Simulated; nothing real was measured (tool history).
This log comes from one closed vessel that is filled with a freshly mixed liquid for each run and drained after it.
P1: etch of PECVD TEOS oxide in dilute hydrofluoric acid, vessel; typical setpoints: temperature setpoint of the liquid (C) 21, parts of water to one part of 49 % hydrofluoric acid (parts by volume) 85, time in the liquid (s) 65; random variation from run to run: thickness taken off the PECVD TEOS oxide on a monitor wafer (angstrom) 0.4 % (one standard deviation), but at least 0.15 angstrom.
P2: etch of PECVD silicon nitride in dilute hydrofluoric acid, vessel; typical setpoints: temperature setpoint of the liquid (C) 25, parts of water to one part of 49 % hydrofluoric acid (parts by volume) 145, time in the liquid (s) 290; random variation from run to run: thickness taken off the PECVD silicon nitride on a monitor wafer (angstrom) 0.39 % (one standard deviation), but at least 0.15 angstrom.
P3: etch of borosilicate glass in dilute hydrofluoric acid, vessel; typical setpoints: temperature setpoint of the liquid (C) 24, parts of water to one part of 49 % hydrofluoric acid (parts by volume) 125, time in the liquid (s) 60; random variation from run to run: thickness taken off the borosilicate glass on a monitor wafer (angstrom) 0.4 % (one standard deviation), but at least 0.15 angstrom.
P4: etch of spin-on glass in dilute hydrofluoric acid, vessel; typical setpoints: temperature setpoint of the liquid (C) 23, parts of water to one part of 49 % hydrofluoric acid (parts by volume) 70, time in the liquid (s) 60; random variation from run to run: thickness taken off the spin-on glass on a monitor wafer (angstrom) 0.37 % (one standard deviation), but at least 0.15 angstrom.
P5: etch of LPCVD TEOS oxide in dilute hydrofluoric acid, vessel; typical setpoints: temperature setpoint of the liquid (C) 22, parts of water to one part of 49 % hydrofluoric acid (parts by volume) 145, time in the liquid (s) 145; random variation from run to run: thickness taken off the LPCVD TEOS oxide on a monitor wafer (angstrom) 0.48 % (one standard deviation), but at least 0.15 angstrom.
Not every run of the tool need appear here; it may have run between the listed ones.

run,hour,process that ran,temperature setpoint of the liquid (C),parts of water to one part of 49 % hydrofluoric acid (parts by volume),time in the liquid (s),hours since the thermometer was replaced,hours since the hydrofluoric acid flow meter was replaced,thickness taken off the PECVD TEOS oxide on a monitor wafer (angstrom),thickness taken off the PECVD silicon nitride on a monitor wafer (angstrom),thickness taken off the spin-on glass on a monitor wafer (angstrom),thickness taken off the borosilicate glass on a monitor wafer (angstrom),thickness taken off the LPCVD TEOS oxide on a monitor wafer (angstrom)
1,15.5,P1,21,85,65,409.4,722.7,65.542,,,,
2,27.9,P2,25,145,290,421.8,735.1,,79.317,,,
3,35.6,P1,21,85,30,429.5,742.8,30.804,,,,
4,49.9,P4,23,70,60,443.8,757.1,,,345.41,,
5,64.8,P1,21,85,65,458.7,772,65.713,,,,
6,79.1,P3,28.5,125,60,473,786.3,,,,203.62,
7,92.2,P2,25,245,290,486.1,799.4,,46.476,,,
8,107.9,P1,21,85,65,501.8,815.1,65.918,,,,
9,121.6,P2,17.5,145,290,515.5,828.8,,47.631,,,
10,134.2,P3,24,125,60,528.1,841.4,,,,170.02,
11,147,P2,25,145,130,540.9,854.2,,35.778,,,
12,156.2,P4,23,70,105,550.1,863.4,,,607.19,,
13,171,P1,17,85,65,564.9,878.2,55.878,,,,
14,183.3,P1,25,85,65,577.2,890.5,78.386,,,,
15,197.9,P1,21,85,65,591.8,905.1,66.034,,,,
16,207.4,P1,21,140,105,601.3,914.6,61.241,,,,
17,223,P1,21,85,120,616.9,930.2,121.86,,,,
18,237.9,P1,17,35,65,631.8,945.1,143.1,,,,
19,247.4,P5,22,145,145,641.3,954.6,,,,,211.2
20,255.6,P4,23,70,60,649.5,962.8,,,346.48,,
21,269.9,P3,24,225,60,663.8,977.1,,,,84.639,
22,281.4,P5,22,145,40,675.3,988.6,,,,,58.912
23,289.7,P1,21,45,65,683.6,996.9,132.08,,,,
24,299.5,P4,23,120,60,693.4,1006.7,,,190.12,,
25,316.1,P4,28.5,70,60,710,1023.3,,,432.86,,
26,332.4,P3,24,125,110,726.3,1039.6,,,,310.1,
27,343.3,P5,22,260,145,737.2,1050.5,,,,,106.11
28,355.5,P5,28,145,145,749.4,1062.7,,,,,265.84
29,368,P1,21,85,65,761.9,1075.2,66.563,,,,
30,378,P3,24,125,60,771.9,1085.2,,,,169.54,
31,387.2,P2,25,145,290,781.1,1094.4,,79.372,,,
32,402,P1,21,125,65,795.9,1109.2,42.994,,,,
33,415.7,P1,21,85,65,809.6,1122.9,65.804,,,,
34,424,P1,21,85,65,817.9,1131.2,67.645,,,,
35,433.8,P1,21,85,65,827.7,1141,69.235,,,,
36,449.2,P1,21,85,65,843.1,1156.4,70.914,,,,
37,457.6,P1,21,85,65,851.5,1164.8,71.332,,,,
38,465,P1,21,85,65,858.9,1172.2,71.08,,,,
39,480.4,P1,21,85,65,874.3,1187.6,72.053,,,,
40,493.5,P1,21,85,65,887.4,1200.7,72.54,,,,
41,505.2,P1,21,85,65,899.1,1212.4,72.152,,,,
42,513.1,P1,21,85,65,907,1220.3,72.84,,,,
43,523.2,P1,21,85,65,917.1,1230.4,72.7,,,,
44,534.2,P1,21,85,65,928.1,1241.4,73.21,,,,

Something has made what P1 gives creep away from where it was; the 2 causes below, each at its own stated size, fit the log equally well:
A: hydrofluoric acid flow above the setpoint (%) = 9
B: liquid hotter than its thermometer reads (K) = 2.32
Creep in the process output first set in at about hour 415.7.

Each of the 4 check runs below uses one wafer; its results are left as question marks. Which run tells the causes apart?
check 1,545.2,P4,23,70,60,,,,,?,,
check 2,545.2,P2,25,145,290,,,,?,,,
check 3,545.2,P5,22,145,145,,,,,,,?
check 4,545.2,P3,24,125,60,,,,,,?,

If the cause were each of the candidates in turn, the checks would give the following:
check,result,if A,if B
check 1,thickness taken off the spin-on glass on a monitor wafer (angstrom),381.17,381.32
check 2,thickness taken off the PECVD silicon nitride on a monitor wafer (angstrom),86.065,91.537
check 3,thickness taken off the LPCVD TEOS oxide on a monitor wafer (angstrom),233.95,231.71
check 4,thickness taken off the borosilicate glass on a monitor wafer (angstrom),187.65,185.93
Separation of the two closest causes in each check, using whichever result separates them best: check 1 0.04 %; check 2 6.16 %; check 3 0.97 %; check 4 0.92 %
Check 2 is the one run that separates the causes; every other check would come out nearly the same whichever cause is at work.

Then check 2 was run and gave: thickness taken off the PECVD silicon nitride on a monitor wafer (angstrom) 86.342. Which cause is it?

Of the candidate causes, it is A: hydrofluoric acid flow above the setpoint (%).

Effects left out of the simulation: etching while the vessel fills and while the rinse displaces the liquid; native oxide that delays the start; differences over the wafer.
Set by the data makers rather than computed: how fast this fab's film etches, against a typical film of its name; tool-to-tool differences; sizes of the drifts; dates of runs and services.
